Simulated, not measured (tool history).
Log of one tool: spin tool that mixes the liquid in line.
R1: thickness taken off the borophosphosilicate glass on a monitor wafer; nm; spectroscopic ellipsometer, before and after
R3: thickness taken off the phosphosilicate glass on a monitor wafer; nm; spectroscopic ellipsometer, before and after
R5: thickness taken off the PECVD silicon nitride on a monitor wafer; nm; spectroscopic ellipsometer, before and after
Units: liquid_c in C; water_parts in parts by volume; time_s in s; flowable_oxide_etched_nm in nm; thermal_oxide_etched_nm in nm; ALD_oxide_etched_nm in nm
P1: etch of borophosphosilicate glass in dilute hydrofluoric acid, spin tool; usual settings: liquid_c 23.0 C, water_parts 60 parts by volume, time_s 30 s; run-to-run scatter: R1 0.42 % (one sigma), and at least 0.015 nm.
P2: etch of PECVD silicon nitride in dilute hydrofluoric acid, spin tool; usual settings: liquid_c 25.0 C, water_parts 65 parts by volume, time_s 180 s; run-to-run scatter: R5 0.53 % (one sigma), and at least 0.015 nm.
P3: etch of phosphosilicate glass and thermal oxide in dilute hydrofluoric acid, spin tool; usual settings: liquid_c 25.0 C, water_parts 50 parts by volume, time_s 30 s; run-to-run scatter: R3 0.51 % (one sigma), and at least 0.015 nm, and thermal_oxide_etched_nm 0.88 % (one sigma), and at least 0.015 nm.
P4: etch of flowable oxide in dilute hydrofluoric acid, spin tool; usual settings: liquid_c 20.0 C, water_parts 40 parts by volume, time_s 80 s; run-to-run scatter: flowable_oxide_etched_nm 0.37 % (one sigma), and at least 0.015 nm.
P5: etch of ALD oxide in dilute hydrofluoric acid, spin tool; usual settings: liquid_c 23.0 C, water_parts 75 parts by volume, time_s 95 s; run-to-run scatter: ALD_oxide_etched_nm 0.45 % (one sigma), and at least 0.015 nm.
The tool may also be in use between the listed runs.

Run 1, hour 7.0: process P1, liquid_c 23.0 C, water_parts 60 parts by volume, time_s 30 s. Result: R1 13.1590 nm.
Run 2, hour 14.0: process P4, liquid_c 17.0 C, water_parts 40 parts by volume, time_s 80 s. Result: flowable_oxide_etched_nm 32.706 nm.
Run 3, hour 23.7: process P3, liquid_c 29.0 C, water_parts 50 parts by volume, time_s 30 s. Result: R3 73.621 nm, thermal_oxide_etched_nm 3.5978 nm.
Run 4, hour 35.4: process P2, liquid_c 25.0 C, water_parts 65 parts by volume, time_s 20 s. Result: R5 0.88442 nm.
Run 5, hour 46.2: process P1, liquid_c 23.0 C, water_parts 30 parts by volume, time_s 30 s. Result: R1 27.3220 nm.
Run 6, hour 61.7: process P3, liquid_c 25.0 C, water_parts 50 parts by volume, time_s 15 s. Result: R3 31.410 nm, thermal_oxide_etched_nm 1.5442 nm.
Run 7, hour 71.2: process P1, liquid_c 23.0 C, water_parts 85 parts by volume, time_s 30 s. Result: R1 9.0082 nm.
Run 8, hour 84.7: process P5, liquid_c 30.0 C, water_parts 75 parts by volume, time_s 95 s. Result: ALD_oxide_etched_nm 50.331 nm.
Run 9, hour 95.6: process P4, liquid_c 20.0 C, water_parts 20 parts by volume, time_s 80 s. Result: flowable_oxide_etched_nm 76.429 nm.
Run 10, hour 104.5: process P1, liquid_c 23.0 C, water_parts 60 parts by volume, time_s 30 s. Result: R1 13.1850 nm.
Run 11, hour 119.0: process P1, liquid_c 27.5 C, water_parts 35 parts by volume, time_s 30 s. Result: R1 27.8850 nm.
Run 12, hour 131.0: process P5, liquid_c 23.0 C, water_parts 75 parts by volume, time_s 135 s. Result: ALD_oxide_etched_nm 54.042 nm.
Run 13, hour 139.0: process P2, liquid_c 25.0 C, water_parts 110 parts by volume, time_s 180 s. Result: R5 4.77970 nm.
Run 14, hour 150.8: process P4, liquid_c 20.0 C, water_parts 40 parts by volume, time_s 80 s. Result: flowable_oxide_etched_nm 37.084 nm.
Run 15, hour 158.6: process P1, liquid_c 17.0 C, water_parts 40 parts by volume, time_s 30 s. Result: R1 15.5390 nm.
Run 16, hour 171.1: process P3, liquid_c 25.0 C, water_parts 20 parts by volume, time_s 30 s. Result: R3 162.260 nm, thermal_oxide_etched_nm 7.9704 nm.
Run 17, hour 184.5: process P1, liquid_c 17.0 C, water_parts 60 parts by volume, time_s 30 s. Result: R1 10.2220 nm.
Run 18, hour 196.4: process P1, liquid_c 23.0 C, water_parts 60 parts by volume, time_s 30 s. Result: R1 13.1400 nm.
Run 19, hour 212.1: process P1, liquid_c 23.0 C, water_parts 60 parts by volume, time_s 30 s. Result: R1 13.1230 nm.
Run 20, hour 221.6: process P1, liquid_c 23.0 C, water_parts 60 parts by volume, time_s 30 s. Result: R1 13.1630 nm.
At hour 233.9: hydrofluoric acid flow meter replaced.
Run 21, hour 237.0: process P5, liquid_c 23.0 C, water_parts 130 parts by volume, time_s 95 s. Result: ALD_oxide_etched_nm 20.681 nm.
Run 22, hour 247.9: process P1, liquid_c 23.0 C, water_parts 60 parts by volume, time_s 30 s. Result: R1 13.1780 nm.
Run 23, hour 261.1: process P1, liquid_c 23.0 C, water_parts 60 parts by volume, time_s 15 s. Result: R1 6.5774 nm.
Run 24, hour 276.0: process P1, liquid_c 23.0 C, water_parts 60 parts by volume, time_s 30 s. Result: R1 13.1040 nm.
At hour 288.6: thermometer replaced.
Run 25, hour 291.0: process P2, liquid_c 25.0 C, water_parts 65 parts by volume, time_s 180 s. Result: R5 7.93590 nm.
Run 26, hour 304.4: process P4, liquid_c 20.0 C, water_parts 40 parts by volume, time_s 130 s. Result: flowable_oxide_etched_nm 60.410 nm.
Run 27, hour 314.4: process P1, liquid_c 23.0 C, water_parts 60 parts by volume, time_s 65 s. Result: R1 28.4760 nm.
Run 28, hour 327.2: process P1, liquid_c 27.0 C, water_parts 60 parts by volume, time_s 30 s. Result: R1 15.5800 nm.
Run 29, hour 337.0: process P2, liquid_c 18.5 C, water_parts 65 parts by volume, time_s 180 s. Result: R5 5.13810 nm.
Run 30, hour 352.7: process P4, liquid_c 20.0 C, water_parts 40 parts by volume, time_s 80 s. Result: flowable_oxide_etched_nm 37.059 nm.
Run 31, hour 365.4: process P2, liquid_c 25.0 C, water_parts 65 parts by volume, time_s 180 s. Result: R5 7.91010 nm.
Run 32, hour 374.2: process P3, liquid_c 25.0 C, water_parts 50 parts by volume, time_s 30 s. Result: R3 62.786 nm, thermal_oxide_etched_nm 3.1236 nm.
Run 33, hour 384.2: process P5, liquid_c 23.0 C, water_parts 75 parts by volume, time_s 95 s. Result: ALD_oxide_etched_nm 38.218 nm.
Run 34, hour 398.5: process P1, liquid_c 23.0 C, water_parts 60 parts by volume, time_s 30 s. Result: R1 13.0570 nm.
Run 35, hour 406.1: process P1, liquid_c 23.0 C, water_parts 60 parts by volume, time_s 30 s. Result: R1 12.9180 nm.
Run 36, hour 419.5: process P1, liquid_c 23.0 C, water_parts 60 parts by volume, time_s 30 s. Result: R1 12.4690 nm.
Run 37, hour 429.3: process P1, liquid_c 23.0 C, water_parts 60 parts by volume, time_s 30 s. Result: R1 12.2390 nm.
Run 38, hour 440.3: process P1, liquid_c 23.0 C, water_parts 60 parts by volume, time_s 30 s. Result: R1 12.1220 nm.
Run 39, hour 454.4: process P1, liquid_c 23.0 C, water_parts 60 parts by volume, time_s 30 s. Result: R1 12.0340 nm.
Run 40, hour 464.2: process P1, liquid_c 23.0 C, water_parts 60 parts by volume, time_s 30 s. Result: R1 12.0480 nm.
Run 41, hour 478.3: process P1, liquid_c 23.0 C, water_parts 60 parts by volume, time_s 30 s. Result: R1 12.0320 nm.
Run 42, hour 488.8: process P1, liquid_c 23.0 C, water_parts 60 parts by volume, time_s 30 s. Result: R1 11.8540 nm.

What P1 gives has crept away from where it was. These 2 causes fit the log equally well, each at the size given:
A: liquid colder than its thermometer reads (K) = 2.21
B: hydrofluoric acid flow below the setpoint (%) = 8.14
The creep began at about hour 398.5.

4 check runs are offered, one wafer each, their results left as question marks. Which one tells the causes apart?
Run check 1, hour 499.3: process P5, liquid_c 23.0 C, water_parts 75 parts by volume, time_s 95 s. Result: ALD_oxide_etched_nm ?.
Run check 2, hour 499.3: process P4, liquid_c 20.0 C, water_parts 40 parts by volume, time_s 80 s. Result: flowable_oxide_etched_nm ?.
Run check 3, hour 499.3: process P3, liquid_c 25.0 C, water_parts 50 parts by volume, time_s 30 s. Result: R3 ?, thermal_oxide_etched_nm ?.
Run check 4, hour 499.3: process P2, liquid_c 25.0 C, water_parts 65 parts by volume, time_s 180 s. Result: R5 ?.

What each check would give under each cause:
  check                    result     if A     if B
check 1       ALD_oxide_etched_nm   34.935   34.852
check 2  flowable_oxide_etched_nm   33.842   34.054
check 3                        R3   57.281   57.289
check 3   thermal_oxide_etched_nm   2.8007   2.8011
check 4                        R5  6.89150  7.35010
How far apart the two closest causes lie, in the result that separates them most: check 1 0.24 %; check 2 0.63 %; check 3 0.01 %; check 4 6.44 %
Only check 4 tells the causes apart: in the others they would give nearly the same result.

Then check 4 was run and gave: R5 6.91310 nm. Which cause is it?

It is A: liquid colder than its thermometer reads (K).
